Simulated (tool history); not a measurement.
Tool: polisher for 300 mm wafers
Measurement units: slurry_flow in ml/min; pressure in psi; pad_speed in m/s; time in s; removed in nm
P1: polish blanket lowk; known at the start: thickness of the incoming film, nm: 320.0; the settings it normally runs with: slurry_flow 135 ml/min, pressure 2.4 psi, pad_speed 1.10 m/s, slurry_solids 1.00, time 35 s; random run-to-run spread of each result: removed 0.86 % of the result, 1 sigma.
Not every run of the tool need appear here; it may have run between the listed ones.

run   hour  slurry_flow  pressure  pad_speed  slurry_solids  time  removed
  1    6.6          135       2.4       1.10           1.00    35  17.3900
  2   20.8          135       2.4       1.10           1.00    35  17.3810
  3   29.7          135       2.4       1.10           1.35    35  19.7650
  4   38.4          135       2.4       1.10           0.50    49  16.5970
  5   53.4          135       3.1       1.10           1.00    18  11.4390
  6   68.3          135       3.6       1.10           1.00    35  25.8760
  7   81.2          135       2.4       1.10           0.60    35  13.3490
  8   95.0          135       2.4       1.60           1.00    35  23.5460
  9  101.8          135       2.4       1.10           1.00    35  17.0430
 10  108.5          135       2.4       1.10           1.00    35  17.3040
 11  120.1          205       2.4       1.36           1.00    35  21.9990
 12  131.1          135       1.8       1.10           1.00    35  13.0160
     143.1  -- conditioning disc replaced and pad reconditioned
 13  146.0          135       2.4       0.50           1.00    35   9.2217

Estimate the outcome of run 14 from the log above:
 14  154.5          200       2.4       1.10           1.00    35        ?

removed: 18.1560 nm

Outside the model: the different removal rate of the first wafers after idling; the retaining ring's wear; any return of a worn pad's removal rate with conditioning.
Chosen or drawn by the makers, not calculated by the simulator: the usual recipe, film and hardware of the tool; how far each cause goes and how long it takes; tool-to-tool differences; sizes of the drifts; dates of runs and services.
